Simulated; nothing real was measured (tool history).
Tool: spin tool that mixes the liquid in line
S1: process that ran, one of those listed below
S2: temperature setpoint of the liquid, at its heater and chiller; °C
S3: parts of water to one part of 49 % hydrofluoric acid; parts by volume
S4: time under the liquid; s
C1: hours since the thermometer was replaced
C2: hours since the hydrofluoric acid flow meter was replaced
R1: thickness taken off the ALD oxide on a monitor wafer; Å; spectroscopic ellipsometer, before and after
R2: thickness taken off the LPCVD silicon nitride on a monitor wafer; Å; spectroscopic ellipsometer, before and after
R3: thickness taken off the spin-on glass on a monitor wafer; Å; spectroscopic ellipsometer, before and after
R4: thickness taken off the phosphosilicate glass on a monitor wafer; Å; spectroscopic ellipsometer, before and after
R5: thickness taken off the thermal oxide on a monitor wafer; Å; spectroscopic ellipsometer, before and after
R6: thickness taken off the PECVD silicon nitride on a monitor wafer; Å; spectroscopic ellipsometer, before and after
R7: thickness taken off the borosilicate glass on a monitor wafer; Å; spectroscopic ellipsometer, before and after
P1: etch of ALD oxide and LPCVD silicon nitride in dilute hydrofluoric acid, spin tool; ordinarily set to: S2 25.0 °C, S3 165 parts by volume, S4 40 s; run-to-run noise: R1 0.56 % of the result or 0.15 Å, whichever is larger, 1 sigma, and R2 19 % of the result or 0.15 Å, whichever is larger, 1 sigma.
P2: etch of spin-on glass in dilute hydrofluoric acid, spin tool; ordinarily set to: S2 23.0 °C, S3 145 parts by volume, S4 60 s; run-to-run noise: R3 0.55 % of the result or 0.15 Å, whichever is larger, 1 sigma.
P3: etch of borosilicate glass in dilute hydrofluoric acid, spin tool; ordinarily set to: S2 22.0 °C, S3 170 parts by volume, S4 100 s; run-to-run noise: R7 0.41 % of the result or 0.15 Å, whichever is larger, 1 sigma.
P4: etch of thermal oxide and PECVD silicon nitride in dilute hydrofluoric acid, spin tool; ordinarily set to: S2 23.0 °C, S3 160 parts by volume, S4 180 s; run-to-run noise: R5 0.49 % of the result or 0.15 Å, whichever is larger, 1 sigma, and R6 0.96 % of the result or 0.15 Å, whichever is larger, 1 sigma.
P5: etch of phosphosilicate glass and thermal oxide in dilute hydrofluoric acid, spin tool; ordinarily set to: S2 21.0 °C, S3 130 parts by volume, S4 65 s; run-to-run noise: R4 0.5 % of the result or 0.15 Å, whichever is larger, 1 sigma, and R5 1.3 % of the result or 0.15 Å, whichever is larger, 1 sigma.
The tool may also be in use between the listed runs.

run	day	S1	S2	S3	S4	C1	C2	R1	R2	R3	R4	R5	R6	R7
1	0.225	P1	25.0	165	40	501.2	611.3	78.630	1.21320					
2	0.479	P2	28.0	145	60	507.3	617.4			175.600				
3	0.675	P5	21.0	130	130	512.0	622.1				953.39	40.413		
4	0.925	P1	21.0	165	60	518.0	628.1	101.850	1.42180					
5	1.112	P1	25.0	275	40	522.5	632.6	41.925	0.49433					
6	1.242	P1	25.0	165	65	525.6	635.7	128.510	1.84400					
7	1.438	P4	23.0	160	180	530.3	640.4					46.828	26.115	
8	1.562	P1	19.5	165	40	533.3	643.4	64.266	0.69390					
9	1.696	P1	25.0	165	15	536.5	646.6	29.478	0.27789					
10	1.904	P5	21.0	235	65	541.5	651.6				236.39	10.137		
11	2.146	P4	23.0	160	180	547.3	657.4					46.894	26.504	
12	2.283	P1	25.0	165	40	550.6	660.7	79.213	0.65812					
13	2.488	P2	23.0	145	60	555.5	665.6			145.500				
14	2.629	P2	23.0	215	60	558.9	669.0			91.187				
15	2.775	P3	17.0	170	100	562.4	672.5							148.130
16	2.917	P5	29.0	130	65	565.8	675.9				647.90	28.142		
17	3.138	P4	27.5	160	180	571.1	681.2					55.211	34.536	
18	3.358	P1	25.0	35	40	576.4	686.5	438.430	7.20730					
19	3.475	P1	25.0	165	40	579.2	689.3	79.454	1.20690					
20	3.725	P2	23.0	145	35	585.2	695.3			84.701				
21	3.858	P3	22.0	50	100	588.4	698.5							709.170
22	4.054	P1	25.0	165	40	593.1	703.2	79.692	1.46010					
23	4.288	P5	21.0	130	65	598.7	708.8				476.60	20.695		
24	4.529	P3	22.0	170	100	604.5	714.6							179.550
25	4.712	P3	22.0	170	15	608.9	719.0							26.969
26	4.962	P4	23.0	160	365	614.9	725.0					94.085	53.410	
27	5.083	P1	32.0	165	40	617.8	727.9	102.730	1.45140					
28	5.288	P1	25.0	165	40	622.7	732.8	79.487	1.07050					
29	5.404	P1	25.0	165	40	625.5	735.6	78.836	1.07140					
30	5.529	P1	25.0	165	40	628.5	738.6	79.415	1.59050					
31	5.646	P4	23.0	260	180	631.3	741.4					25.557	16.225	
32	5.900	P1	25.0	165	40	637.4	747.5	78.615	0.97790					
33	6.117	P1	25.0	165	40	642.6	752.7	78.087	1.50060					
34	6.371	P1	25.0	165	40	648.7	758.8	75.327	0.85342					
35	6.612	P1	25.0	165	40	654.5	764.6	74.352	1.18650					
36	6.854	P1	25.0	165	40	660.3	770.4	73.598	1.02070					
37	6.979	P1	25.0	165	40	663.3	773.4	74.350	1.13850					
38	7.096	P1	25.0	165	40	666.1	776.2	72.825	1.07660					
39	7.212	P1	25.0	165	40	668.9	779.0	73.630	1.63410					
40	7.325	P1	25.0	165	40	671.6	781.7	74.250	1.17900					
41	7.479	P1	25.0	165	40	675.3	785.4	73.142	0.76537					
42	7.712	P1	25.0	165	40	680.9	791.0	73.573	1.00880					
43	7.933	P1	25.0	165	40	686.2	796.3	74.070	1.15180					

P1 has crept away from where it was. The log is fitted equally well by each of these 2 causes, at the sizes shown:
A: hydrofluoric acid flow below the setpoint (%) = 5.98
B: liquid colder than its thermometer reads (K) = 1.95
Creep in the process output first set in at about day 5.900.

Each of the check runs listed below is run on 3 wafers and reports their average, with the results left as question marks. Pick the one under which the possible causes would lead to clearly different results.
check 1	8.154	P3	17.5	170	15									?
check 2	8.154	P4	26.5	245	180							?	?	
check 3	8.154	P5	21.0	230	115						?	?		
check 4	8.154	P2	23.0	195	60					?				

Outcome of each check run for each possible cause:
check	result	if A	if B
check 1	R7	21.100	20.942
check 2	R5	29.210	29.491
check 2	R6	20.031	18.910
check 3	R4	399.72	400.45
check 3	R5	17.271	17.303
check 4	R3	95.382	95.457
Separation of the two closest causes in each check, using whichever result separates them best: check 1 0.75 %; check 2 5.76 %; check 3 0.18 %; check 4 0.08 %
The other checks would show nearly matching results whichever cause is true, so check 2 is the only one that separates the causes.

Check 2 has now been run. It gave: R5 29.558 Å; R6 18.924 Å. Which of the candidate causes is it?

The cause is B: liquid colder than its thermometer reads (K).

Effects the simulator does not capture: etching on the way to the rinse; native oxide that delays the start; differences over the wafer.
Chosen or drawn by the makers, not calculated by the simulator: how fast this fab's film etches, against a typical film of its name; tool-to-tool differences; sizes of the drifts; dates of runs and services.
